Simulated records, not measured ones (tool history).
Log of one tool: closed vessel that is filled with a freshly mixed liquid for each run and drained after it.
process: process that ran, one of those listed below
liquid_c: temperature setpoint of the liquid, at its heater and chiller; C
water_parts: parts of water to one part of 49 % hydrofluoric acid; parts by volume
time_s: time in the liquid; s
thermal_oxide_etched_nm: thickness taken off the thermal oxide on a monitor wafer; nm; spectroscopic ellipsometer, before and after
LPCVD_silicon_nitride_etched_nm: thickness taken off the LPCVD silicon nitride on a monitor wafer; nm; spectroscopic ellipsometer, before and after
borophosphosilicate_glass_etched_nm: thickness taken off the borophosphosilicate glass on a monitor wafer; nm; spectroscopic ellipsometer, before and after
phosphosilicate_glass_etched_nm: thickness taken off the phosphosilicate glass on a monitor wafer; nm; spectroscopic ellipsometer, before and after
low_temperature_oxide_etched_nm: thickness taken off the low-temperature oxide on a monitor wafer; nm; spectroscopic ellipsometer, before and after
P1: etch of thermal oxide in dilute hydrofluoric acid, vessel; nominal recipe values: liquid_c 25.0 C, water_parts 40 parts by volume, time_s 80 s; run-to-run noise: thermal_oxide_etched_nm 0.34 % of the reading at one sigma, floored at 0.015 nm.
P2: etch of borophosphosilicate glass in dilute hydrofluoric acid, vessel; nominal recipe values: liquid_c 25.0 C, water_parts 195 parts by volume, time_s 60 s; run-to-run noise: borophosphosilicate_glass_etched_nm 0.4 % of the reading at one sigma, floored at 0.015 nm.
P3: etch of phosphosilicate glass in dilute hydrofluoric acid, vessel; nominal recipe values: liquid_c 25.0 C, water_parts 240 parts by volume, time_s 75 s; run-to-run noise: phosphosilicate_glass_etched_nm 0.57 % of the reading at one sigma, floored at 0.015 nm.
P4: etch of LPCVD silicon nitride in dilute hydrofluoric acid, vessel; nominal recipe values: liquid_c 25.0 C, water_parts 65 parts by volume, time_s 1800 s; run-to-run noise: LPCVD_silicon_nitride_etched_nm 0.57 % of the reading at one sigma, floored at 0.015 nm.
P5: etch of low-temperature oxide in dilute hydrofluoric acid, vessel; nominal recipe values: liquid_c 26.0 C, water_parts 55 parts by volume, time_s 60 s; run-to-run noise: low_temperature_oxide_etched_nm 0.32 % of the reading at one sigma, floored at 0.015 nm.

run,hour,process,liquid_c,water_parts,time_s,hours since the thermometer was replaced,hours since the hydrofluoric acid flow meter was replaced,thermal_oxide_etched_nm,LPCVD_silicon_nitride_etched_nm,borophosphosilicate_glass_etched_nm,phosphosilicate_glass_etched_nm,low_temperature_oxide_etched_nm
1,12.2,P1,25.0,40,80,1182.8,545.9,10.1540,,,,
2,20.0,P4,25.0,65,1800,1190.6,553.7,,12.3410,,,
3,28.2,P2,25.0,35,60,1198.8,561.9,,,106.330,,
4,36.4,P4,25.0,115,1800,1207.0,570.1,,7.0309,,,
5,43.5,P3,29.0,240,75,1214.1,577.2,,,,63.224,
6,53.7,P5,30.0,55,60,1224.3,587.4,,,,,51.133
7,61.2,P1,31.0,40,80,1231.8,594.9,12.8760,,,,
8,67.5,P4,25.0,65,1800,1238.1,601.2,,12.4410,,,
9,79.4,P2,28.5,195,60,1250.0,613.1,,,17.880,,
10,89.8,P5,26.0,55,60,1260.4,623.5,,,,,43.810
11,102.5,P5,26.0,55,60,1273.1,636.2,,,,,43.686
12,114.0,P5,26.0,55,30,1284.6,647.7,,,,,21.656
13,123.6,P1,25.0,40,80,1294.2,657.3,10.1170,,,,
14,136.7,P2,25.0,195,60,1307.3,670.4,,,15.736,,
15,144.5,P1,25.0,20,80,1315.1,678.2,20.8230,,,,
16,153.6,P3,25.0,50,75,1324.2,687.3,,,,327.670,
17,161.8,P1,25.0,65,80,1332.4,695.5,5.9722,,,,
18,174.2,P1,25.0,40,30,1344.8,707.9,3.7912,,,,
19,181.4,P2,25.0,195,60,1352.0,715.1,,,15.716,,
20,193.6,P4,25.0,65,355,1364.2,727.3,,2.4664,,,
21,199.9,P3,25.0,240,30,1370.5,733.6,,,,22.061,
22,206.0,P1,25.0,40,80,1376.6,739.7,10.0670,,,,
23,215.1,P1,25.0,40,80,1385.7,748.8,10.0450,,,,
24,223.5,P1,25.0,40,165,1394.1,757.2,20.8760,,,,
25,235.2,P3,25.0,240,75,1405.8,768.9,,,,54.991,
26,246.5,P1,20.0,55,80,1417.1,780.2,5.8278,,,,
27,256.7,P1,20.5,40,80,1427.3,790.4,8.3574,,,,
28,266.9,P4,18.0,65,1800,1437.5,800.6,,7.5937,,,
29,279.8,P1,25.0,40,80,1450.4,813.5,10.0590,,,,
30,292.6,P1,25.0,40,80,1463.2,826.3,10.1090,,,,
31,299.0,P2,25.0,195,100,1469.6,832.7,,,25.997,,
32,306.9,P5,26.0,25,60,1477.5,840.6,,,,,100.460
33,318.1,P3,25.0,240,75,1488.7,851.8,,,,56.024,
34,324.2,P1,25.0,65,145,1494.8,857.9,10.9400,,,,
35,335.4,P1,25.0,40,80,1506.0,869.1,10.1610,,,,
36,345.6,P1,25.0,60,40,1516.2,879.3,3.2677,,,,
37,354.2,P1,25.0,40,80,1524.8,887.9,10.1390,,,,
38,363.8,P1,25.0,40,80,1534.4,897.5,10.4590,,,,
39,369.8,P1,25.0,40,80,1540.4,903.5,10.6250,,,,
40,379.7,P1,25.0,40,80,1550.3,913.4,10.8290,,,,
41,391.7,P1,25.0,40,80,1562.3,925.4,10.9780,,,,
42,397.6,P1,25.0,40,80,1568.2,931.3,10.9740,,,,
43,410.4,P1,25.0,40,80,1581.0,944.1,11.1750,,,,
44,423.6,P1,25.0,40,80,1594.2,957.3,11.1660,,,,
45,431.5,P1,25.0,40,80,1602.1,965.2,11.1570,,,,
46,442.7,P1,25.0,40,80,1613.3,976.4,11.1300,,,,

The log shows P1 creeping away from where it was. Any of the 2 causes listed here, at the size stated for it, fits the log just as well as the others:
A: liquid hotter than its thermometer reads (K) = 2.38
B: hydrofluoric acid flow above the setpoint (%) = 9.63
Creep in the process output first set in at about hour 354.2.

Question marks stand in for the results of the 4 check runs listed below, each run on one wafer. Under which run would the listed causes show clearly different results?
check 1,453.9,P4,25.0,110,955,,,,?,,,
check 2,453.9,P3,25.0,85,75,,,,,,?,
check 3,453.9,P5,29.5,55,60,,,,,,,?
check 4,453.9,P2,25.0,65,60,,,,,?,,

If the cause were each of the candidates in turn, the checks would give the following:
check,result,if A,if B
check 1,LPCVD_silicon_nitride_etched_nm,4.5524,4.2775
check 2,phosphosilicate_glass_etched_nm,204.340,206.010
check 3,low_temperature_oxide_etched_nm,54.960,55.335
check 4,borophosphosilicate_glass_etched_nm,60.657,60.931
Smallest distance between any two causes, each pair judged by its most separating result, in per cent: check 1 6.23 %; check 2 0.81 %; check 3 0.68 %; check 4 0.45 %
The causes can be told apart only by check 1. The other checks would give nearly the same results under each of them.

Here is what check 1 returned: LPCVD_silicon_nitride_etched_nm 4.2374 nm. Which cause is it?

Of the candidate causes, it is B: hydrofluoric acid flow above the setpoint (%).
